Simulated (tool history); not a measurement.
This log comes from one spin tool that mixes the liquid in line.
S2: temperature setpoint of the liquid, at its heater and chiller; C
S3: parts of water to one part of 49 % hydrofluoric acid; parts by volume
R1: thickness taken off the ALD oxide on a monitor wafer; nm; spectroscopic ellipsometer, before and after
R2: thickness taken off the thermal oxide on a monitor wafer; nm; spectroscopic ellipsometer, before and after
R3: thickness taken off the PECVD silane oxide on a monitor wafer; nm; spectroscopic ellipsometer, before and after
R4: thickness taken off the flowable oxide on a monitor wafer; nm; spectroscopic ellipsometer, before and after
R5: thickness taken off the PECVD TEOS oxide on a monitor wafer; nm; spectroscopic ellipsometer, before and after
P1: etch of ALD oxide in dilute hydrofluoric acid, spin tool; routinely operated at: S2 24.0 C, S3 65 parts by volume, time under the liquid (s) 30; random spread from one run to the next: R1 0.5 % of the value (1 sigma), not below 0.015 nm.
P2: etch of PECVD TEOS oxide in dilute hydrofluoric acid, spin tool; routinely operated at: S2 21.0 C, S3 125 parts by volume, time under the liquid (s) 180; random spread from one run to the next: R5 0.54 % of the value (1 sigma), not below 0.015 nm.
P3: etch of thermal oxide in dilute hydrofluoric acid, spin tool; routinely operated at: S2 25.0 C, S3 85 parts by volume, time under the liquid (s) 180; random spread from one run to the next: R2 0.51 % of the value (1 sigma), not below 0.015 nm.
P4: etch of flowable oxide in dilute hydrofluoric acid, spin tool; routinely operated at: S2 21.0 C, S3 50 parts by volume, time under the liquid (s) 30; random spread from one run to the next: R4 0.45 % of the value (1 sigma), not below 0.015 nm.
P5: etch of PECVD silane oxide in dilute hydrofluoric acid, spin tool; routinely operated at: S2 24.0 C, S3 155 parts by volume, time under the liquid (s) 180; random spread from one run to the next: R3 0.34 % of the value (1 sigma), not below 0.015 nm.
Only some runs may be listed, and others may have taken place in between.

run 1 hour=9.2 | process_that_ran=P1 S2=24.0 S3=65 time_under_the_liquid_(s)=30 | R1=13.3060
run 2 hour=19.3 | process_that_ran=P3 S2=25.0 S3=85 time_under_the_liquid_(s)=355 | R2=21.495
run 3 hour=26.7 | process_that_ran=P5 S2=24.0 S3=155 time_under_the_liquid_(s)=180 | R3=21.610
run 4 hour=38.6 | process_that_ran=P1 S2=29.5 S3=65 time_under_the_liquid_(s)=30 | R1=16.5800
run 5 hour=46.4 | process_that_ran=P4 S2=21.0 S3=50 time_under_the_liquid_(s)=30 | R4=20.909
run 6 hour=61.2 | process_that_ran=P4 S2=21.0 S3=50 time_under_the_liquid_(s)=30 | R4=20.998
run 7 hour=72.6 | process_that_ran=P4 S2=21.0 S3=80 time_under_the_liquid_(s)=30 | R4=12.629
run 8 hour=81.3 | process_that_ran=P3 S2=33.0 S3=85 time_under_the_liquid_(s)=180 | R2=14.962
run 9 hour=92.6 | process_that_ran=P2 S2=21.0 S3=125 time_under_the_liquid_(s)=180 | R5=10.25000
run 10 hour=100.3 | process_that_ran=P1 S2=24.0 S3=65 time_under_the_liquid_(s)=30 | R1=13.2700
run 11 hour=109.6 | process_that_ran=P1 S2=20.0 S3=65 time_under_the_liquid_(s)=30 | R1=11.3220
run 12 hour=120.9 | process_that_ran=P1 S2=24.0 S3=65 time_under_the_liquid_(s)=30 | R1=13.3130
run 13 hour=132.5 | process_that_ran=P1 S2=24.0 S3=65 time_under_the_liquid_(s)=15 | R1=6.6151
run 14 hour=141.1 | process_that_ran=P5 S2=24.0 S3=265 time_under_the_liquid_(s)=180 | R3=11.269
run 15 hour=155.0 | process_that_ran=P1 S2=24.0 S3=30 time_under_the_liquid_(s)=30 | R1=30.2060
run 16 hour=169.2 | process_that_ran=P5 S2=24.0 S3=155 time_under_the_liquid_(s)=180 | R3=21.593
run 17 hour=177.7 | process_that_ran=P3 S2=25.0 S3=30 time_under_the_liquid_(s)=180 | R2=33.291
run 18 hour=186.4 | process_that_ran=P1 S2=24.0 S3=30 time_under_the_liquid_(s)=55 | R1=55.4370
run 19 hour=201.2 | process_that_ran=P1 S2=24.0 S3=100 time_under_the_liquid_(s)=30 | R1=8.2797
run 20 hour=213.0 | process_that_ran=P2 S2=17.0 S3=125 time_under_the_liquid_(s)=180 | R5=8.75060
run 21 hour=222.0 | process_that_ran=P1 S2=20.0 S3=65 time_under_the_liquid_(s)=50 | R1=18.7080
run 22 hour=229.4 | process_that_ran=P3 S2=25.0 S3=85 time_under_the_liquid_(s)=180 | R2=10.766
run 23 hour=239.5 | process_that_ran=P1 S2=24.0 S3=65 time_under_the_liquid_(s)=60 | R1=26.7200
run 24 hour=250.0 | process_that_ran=P2 S2=21.0 S3=125 time_under_the_liquid_(s)=15 | R5=0.88098
run 25 hour=263.3 | process_that_ran=P2 S2=21.0 S3=25 time_under_the_liquid_(s)=180 | R5=57.26400

What will run 26 give?
run 26 hour=271.0 | process_that_ran=P5 S2=24.0 S3=155 time_under_the_liquid_(s)=85 | R3=?

Run 26 gave R3 10.180 nm.

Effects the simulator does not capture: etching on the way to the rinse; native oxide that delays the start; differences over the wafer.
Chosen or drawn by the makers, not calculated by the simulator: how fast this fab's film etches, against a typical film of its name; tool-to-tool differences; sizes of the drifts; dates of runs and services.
